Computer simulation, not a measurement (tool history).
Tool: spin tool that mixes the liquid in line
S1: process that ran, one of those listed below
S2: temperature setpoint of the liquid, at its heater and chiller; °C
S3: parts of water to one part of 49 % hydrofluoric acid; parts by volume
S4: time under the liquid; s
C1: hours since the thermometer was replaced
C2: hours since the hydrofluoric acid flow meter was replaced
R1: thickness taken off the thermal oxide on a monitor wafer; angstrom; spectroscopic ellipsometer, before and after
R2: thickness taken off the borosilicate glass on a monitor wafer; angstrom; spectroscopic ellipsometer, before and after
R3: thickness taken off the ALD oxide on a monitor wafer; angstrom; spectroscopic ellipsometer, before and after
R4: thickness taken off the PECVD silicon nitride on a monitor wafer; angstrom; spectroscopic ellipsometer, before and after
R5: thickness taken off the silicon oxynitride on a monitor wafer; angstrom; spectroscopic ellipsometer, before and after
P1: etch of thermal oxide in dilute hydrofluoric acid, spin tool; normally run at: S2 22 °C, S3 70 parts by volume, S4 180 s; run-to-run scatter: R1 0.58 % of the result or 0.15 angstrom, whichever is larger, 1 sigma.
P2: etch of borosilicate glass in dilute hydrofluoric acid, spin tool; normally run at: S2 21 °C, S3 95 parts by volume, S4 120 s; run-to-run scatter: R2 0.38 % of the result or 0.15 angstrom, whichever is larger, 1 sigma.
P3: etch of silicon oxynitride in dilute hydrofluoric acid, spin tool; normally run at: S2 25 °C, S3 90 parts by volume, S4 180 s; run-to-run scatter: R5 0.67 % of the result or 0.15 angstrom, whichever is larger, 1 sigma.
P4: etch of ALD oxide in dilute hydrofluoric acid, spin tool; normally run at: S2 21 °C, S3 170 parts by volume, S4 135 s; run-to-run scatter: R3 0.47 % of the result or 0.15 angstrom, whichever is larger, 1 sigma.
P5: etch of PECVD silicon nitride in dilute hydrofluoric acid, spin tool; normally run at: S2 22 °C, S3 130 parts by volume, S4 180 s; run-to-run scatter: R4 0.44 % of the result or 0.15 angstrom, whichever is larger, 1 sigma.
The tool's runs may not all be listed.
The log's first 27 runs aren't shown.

| run | hour | S1 | S2 | S3 | S4 | C1 | C2 | R1 | R2 | R3 | R4 | R5 |
|---|---|---|---|---|---|---|---|---|---|---|---|---|
| 28 | 247 | P1 | 26.5 | 70 | 60 | 50.6 | 1589.3 | 45.403 |  |  |  |  |
| 29 | 258 | P1 | 18.5 | 70 | 180 | 61.6 | 1600.3 | 98.424 |  |  |  |  |
| 30 | 265.2 | P4 | 17 | 170 | 135 | 68.8 | 1607.5 |  |  | 89.292 |  |  |
| 31 | 277.2 | P1 | 22 | 70 | 180 | 80.8 | 1619.5 | 113.75 |  |  |  |  |
| 32 | 285.1 | P1 | 22 | 70 | 180 | 88.7 | 1627.4 | 116.43 |  |  |  |  |
| 33 | 291.6 | P1 | 22 | 70 | 180 | 95.2 | 1633.9 | 117.8 |  |  |  |  |
| 34 | 299 | P1 | 22 | 70 | 180 | 102.6 | 1641.3 | 119.88 |  |  |  |  |
| 35 | 304.8 | P1 | 22 | 70 | 180 | 108.4 | 1647.1 | 119.85 |  |  |  |  |
| 36 | 311.3 | P1 | 22 | 70 | 180 | 114.9 | 1653.6 | 121.6 |  |  |  |  |
| 37 | 320.5 | P1 | 22 | 70 | 180 | 124.1 | 1662.8 | 121 |  |  |  |  |

Run 38 comes next. What will it give?
| 38 | 330.7 | P1 | 22 | 70 | 180 | 134.3 | 1673 | ? |  |  |  |  |

{"run 38": {"R1": 121.11}}
